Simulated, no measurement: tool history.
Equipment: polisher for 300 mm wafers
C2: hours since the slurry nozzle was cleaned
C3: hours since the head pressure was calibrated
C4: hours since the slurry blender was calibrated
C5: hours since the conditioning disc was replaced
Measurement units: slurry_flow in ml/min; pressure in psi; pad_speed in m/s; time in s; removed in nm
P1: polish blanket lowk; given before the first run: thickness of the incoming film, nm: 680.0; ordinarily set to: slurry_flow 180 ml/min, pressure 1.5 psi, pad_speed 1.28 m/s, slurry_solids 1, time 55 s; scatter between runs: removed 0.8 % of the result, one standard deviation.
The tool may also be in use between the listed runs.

run 1 day=0.608 | slurry_flow=180 pressure=1.5 pad_speed=1.28 slurry_solids=1 time=55 | wafers_polished_on_this_pad=582 C2=405.4 C3=258.9 C4=99.2 C5=240.5 | removed=20.759
run 2 day=1.338 | slurry_flow=180 pressure=1.1 pad_speed=1.28 slurry_solids=1 time=55 | wafers_polished_on_this_pad=750 C2=422.9 C3=276.4 C4=116.7 C5=258 | removed=15.38
run 3 day=1.708 | slurry_flow=180 pressure=1.5 pad_speed=1.28 slurry_solids=1 time=25 | wafers_polished_on_this_pad=836 C2=431.8 C3=285.3 C4=125.6 C5=266.9 | removed=9.8442
run 4 day=2.462 | slurry_flow=180 pressure=1.5 pad_speed=1.28 slurry_solids=1.45 time=55 | wafers_polished_on_this_pad=1010 C2=449.9 C3=303.4 C4=143.7 C5=285 | removed=24.509
run 5 day=3.162 | slurry_flow=180 pressure=1.5 pad_speed=1.28 slurry_solids=1 time=87 | wafers_polished_on_this_pad=1172 C2=466.7 C3=320.2 C4=160.5 C5=301.8 | removed=34.173
run 6 day=3.854 | slurry_flow=180 pressure=1.5 pad_speed=1.28 slurry_solids=1 time=55 | wafers_polished_on_this_pad=1331 C2=483.3 C3=336.8 C4=177.1 C5=318.4 | removed=21.365
run 7 day=4.371 | slurry_flow=180 pressure=1.5 pad_speed=1.28 slurry_solids=0.5 time=55 | wafers_polished_on_this_pad=1451 C2=495.7 C3=349.2 C4=189.5 C5=330.8 | removed=14.698
run 8 day=5.1 | slurry_flow=180 pressure=2.3 pad_speed=1.28 slurry_solids=1 time=55 | wafers_polished_on_this_pad=1619 C2=513.2 C3=366.7 C4=207 C5=348.3 | removed=32.696
-- day=5.658 worn pad replaced by a new one
run 9 day=5.829 | slurry_flow=180 pressure=1.5 pad_speed=1.96 slurry_solids=1 time=55 | wafers_polished_on_this_pad=40 C2=530.7 C3=384.2 C4=224.5 C5=365.8 | removed=29.653
run 10 day=6.408 | slurry_flow=180 pressure=1.5 pad_speed=1.96 slurry_solids=1.3 time=55 | wafers_polished_on_this_pad=174 C2=544.6 C3=398.1 C4=238.4 C5=379.7 | removed=33.553
run 11 day=6.979 | slurry_flow=180 pressure=2.2 pad_speed=1.28 slurry_solids=1.4 time=55 | wafers_polished_on_this_pad=306 C2=558.3 C3=411.8 C4=252.1 C5=393.4 | removed=35.314
run 12 day=7.354 | slurry_flow=110 pressure=1.5 pad_speed=1.28 slurry_solids=1 time=55 | wafers_polished_on_this_pad=392 C2=567.3 C3=420.8 C4=261.1 C5=402.4 | removed=19.326
run 13 day=7.717 | slurry_flow=270 pressure=1.5 pad_speed=1.28 slurry_solids=1 time=55 | wafers_polished_on_this_pad=476 C2=576 C3=429.5 C4=269.8 C5=411.1 | removed=22.136
-- day=8.121 head pressure recalibrated
run 14 day=8.175 | slurry_flow=180 pressure=1.5 pad_speed=0.58 slurry_solids=1 time=55 | wafers_polished_on_this_pad=582 C2=587 C3=1.3 C4=280.8 C5=422.1 | removed=11.275
run 15 day=8.779 | slurry_flow=180 pressure=1.5 pad_speed=1.28 slurry_solids=1 time=55 | wafers_polished_on_this_pad=721 C2=601.5 C3=15.8 C4=295.3 C5=436.6 | removed=21.123
-- day=8.821 conditioning disc replaced and pad reconditioned
run 16 day=9.188 | slurry_flow=180 pressure=1.5 pad_speed=1.28 slurry_solids=1 time=55 | wafers_polished_on_this_pad=816 C2=611.3 C3=25.6 C4=305.1 C5=8.9 | removed=21.179
run 17 day=9.871 | slurry_flow=180 pressure=1.5 pad_speed=1.28 slurry_solids=1 time=55 | wafers_polished_on_this_pad=973 C2=627.7 C3=42 C4=321.5 C5=25.3 | removed=21.092
run 18 day=10.262 | slurry_flow=180 pressure=1.5 pad_speed=1.28 slurry_solids=1 time=55 | wafers_polished_on_this_pad=1064 C2=637.1 C3=51.4 C4=330.9 C5=34.7 | removed=20.667
run 19 day=10.658 | slurry_flow=180 pressure=1.5 pad_speed=1.28 slurry_solids=1 time=55 | wafers_polished_on_this_pad=1155 C2=646.6 C3=60.9 C4=340.4 C5=44.2 | removed=20.591
run 20 day=11.204 | slurry_flow=180 pressure=1.5 pad_speed=1.28 slurry_solids=1 time=55 | wafers_polished_on_this_pad=1281 C2=659.7 C3=74 C4=353.5 C5=57.3 | removed=20.027
run 21 day=11.896 | slurry_flow=180 pressure=1.5 pad_speed=1.28 slurry_solids=1 time=55 | wafers_polished_on_this_pad=1441 C2=676.3 C3=90.6 C4=370.1 C5=73.9 | removed=19.846
-- day=11.962 conditioning disc replaced and pad reconditioned
run 22 day=12.321 | slurry_flow=180 pressure=1.5 pad_speed=1.28 slurry_solids=1 time=55 | wafers_polished_on_this_pad=1539 C2=686.5 C3=100.8 C4=380.3 C5=8.6 | removed=19.634
-- day=12.938 worn pad replaced by a new one
run 23 day=12.954 | slurry_flow=180 pressure=1.5 pad_speed=1.28 slurry_solids=1 time=55 | wafers_polished_on_this_pad=4 C2=701.7 C3=116 C4=395.5 C5=23.8 | removed=19.57
-- day=13.333 slurry blender recalibrated
run 24 day=13.696 | slurry_flow=180 pressure=1.5 pad_speed=1.28 slurry_solids=1 time=55 | wafers_polished_on_this_pad=175 C2=719.5 C3=133.8 C4=8.7 C5=41.6 | removed=19.384
run 25 day=14.125 | slurry_flow=180 pressure=1.5 pad_speed=1.28 slurry_solids=1 time=55 | wafers_polished_on_this_pad=274 C2=729.8 C3=144.1 C4=19 C5=51.9 | removed=19.706
run 26 day=14.775 | slurry_flow=180 pressure=1.5 pad_speed=1.28 slurry_solids=1 time=55 | wafers_polished_on_this_pad=424 C2=745.4 C3=159.7 C4=34.6 C5=67.5 | removed=19.408
run 27 day=15.233 | slurry_flow=180 pressure=1.5 pad_speed=1.28 slurry_solids=1 time=55 | wafers_polished_on_this_pad=530 C2=756.4 C3=170.7 C4=45.6 C5=78.5 | removed=19.347

P1 no longer gives what it gave before; its output has crept away from where it was. The following 2 causes, each at its listed size, fit the log equally well:
A: head's pressure below its setpoint, % = 8.03
B: slurry flow missing at the pad, % = 36.9
Onset of the creep was near day 9.871.
The rest of the possible causes, and what rules out each one:
removal rate lost through wear of the pad, %: serviced at day 12.938, after the drift had started, without restoring the earlier output
abrasive missing from the slurry, %: serviced at day 13.333, after the drift had started, without restoring the earlier output
time polished since the conditioner stopped cutting, s: serviced at day 11.962, after the drift had started, without restoring the earlier output

Of the 4 check runs below, each run on 2 wafers with the results averaged and each result still a question mark, which one would tell the listed causes apart?
run check 1 day=15.692 | slurry_flow=180 pressure=2.1 pad_speed=0.64 slurry_solids=1 time=55 | removed=?
run check 2 day=15.692 | slurry_flow=110 pressure=2 pad_speed=1.28 slurry_solids=1 time=55 | removed=?
run check 3 day=15.692 | slurry_flow=180 pressure=1.5 pad_speed=0.58 slurry_solids=1 time=55 | removed=?
run check 4 day=15.692 | slurry_flow=180 pressure=1.5 pad_speed=1.28 slurry_solids=0.7 time=55 | removed=?

Predicted outcomes, by check and by cause:
check=check_1 result=removed if_A=15.654 if_B=15.656
check=check_2 result=removed if_A=23.705 if_B=22.642
check=check_3 result=removed if_A=10.334 if_B=10.336
check=check_4 result=removed if_A=16.294 if_B=16.296
Smallest distance between any two causes, each pair judged by its most separating result, in per cent: check 1 0.02 %; check 2 4.59 %; check 3 0.02 %; check 4 0.02 %
The causes can be told apart only by check 2. The other checks would give nearly the same results under each of them.

Here is what check 2 returned: removed 23.83 nm. Which cause is it?

A is the cause: head's pressure below its setpoint, %.
